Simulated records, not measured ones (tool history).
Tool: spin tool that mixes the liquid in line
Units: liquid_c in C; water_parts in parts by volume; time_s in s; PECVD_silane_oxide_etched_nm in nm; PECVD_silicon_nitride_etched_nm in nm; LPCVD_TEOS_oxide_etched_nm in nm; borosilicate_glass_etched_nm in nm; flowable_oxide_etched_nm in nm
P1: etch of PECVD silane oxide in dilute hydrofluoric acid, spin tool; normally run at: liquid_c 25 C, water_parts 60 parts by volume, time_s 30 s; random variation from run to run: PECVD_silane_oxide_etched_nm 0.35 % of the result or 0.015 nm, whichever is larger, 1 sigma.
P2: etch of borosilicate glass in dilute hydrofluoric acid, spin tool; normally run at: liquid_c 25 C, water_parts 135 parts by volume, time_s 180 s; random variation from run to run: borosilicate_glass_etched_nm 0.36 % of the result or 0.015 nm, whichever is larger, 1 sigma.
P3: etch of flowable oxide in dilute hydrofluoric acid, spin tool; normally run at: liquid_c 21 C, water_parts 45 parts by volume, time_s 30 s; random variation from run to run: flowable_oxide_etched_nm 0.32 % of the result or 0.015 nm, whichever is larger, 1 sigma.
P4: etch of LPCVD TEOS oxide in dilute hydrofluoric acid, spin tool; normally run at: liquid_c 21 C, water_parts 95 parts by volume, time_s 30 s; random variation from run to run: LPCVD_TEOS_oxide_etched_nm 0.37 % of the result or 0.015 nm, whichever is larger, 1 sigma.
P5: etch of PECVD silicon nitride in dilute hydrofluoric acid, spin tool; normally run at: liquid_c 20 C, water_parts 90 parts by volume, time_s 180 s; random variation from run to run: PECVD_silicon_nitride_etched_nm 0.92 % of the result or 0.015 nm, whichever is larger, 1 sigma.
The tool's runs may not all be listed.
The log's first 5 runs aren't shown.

run,day,process,liquid_c,water_parts,time_s,hours since the thermometer was replaced,hours since the hydrofluoric acid flow meter was replaced,PECVD_silane_oxide_etched_nm,PECVD_silicon_nitride_etched_nm,LPCVD_TEOS_oxide_etched_nm,borosilicate_glass_etched_nm,flowable_oxide_etched_nm
6,1.712,P1,25,35,30,430.4,14.9,35.532,,,,
7,1.9,P5,20,150,180,434.9,19.4,,1.5463,,,
8,2.25,P1,29,60,30,443.3,27.8,23.537,,,,
9,2.462,P4,21,95,15,448.4,32.9,,,7.7109,,
10,2.638,P2,25,135,270,452.6,37.1,,,,51.656,
11,2.929,P2,25,75,180,459.6,44.1,,,,66.153,
12,3.271,P4,21,50,30,467.8,52.3,,,30.733,,
13,3.621,P4,17,95,30,476.2,60.7,,,13.013,,
14,3.862,P1,25,20,15,482,66.5,31.526,,,,
15,4.038,P1,25,60,15,486.2,70.7,10.04,,,,
16,4.375,P3,21,45,30,494.3,78.8,,,,,30.882
17,4.633,P3,21,45,30,500.5,85,,,,,30.906
18,4.825,P1,25,100,30,505.1,89.6,11.407,,,,
19,5.112,P2,25,135,180,512,96.5,,,,34.429,
20,5.375,P3,21,75,30,518.3,102.8,,,,,17.963
21,5.662,P2,31,135,180,525.2,109.7,,,,42.787,

Forecast run 22:
22,5.838,P5,17,90,180,529.4,113.9,,?,,,

Run 22 gave PECVD_silicon_nitride_etched_nm 2.0611 nm.
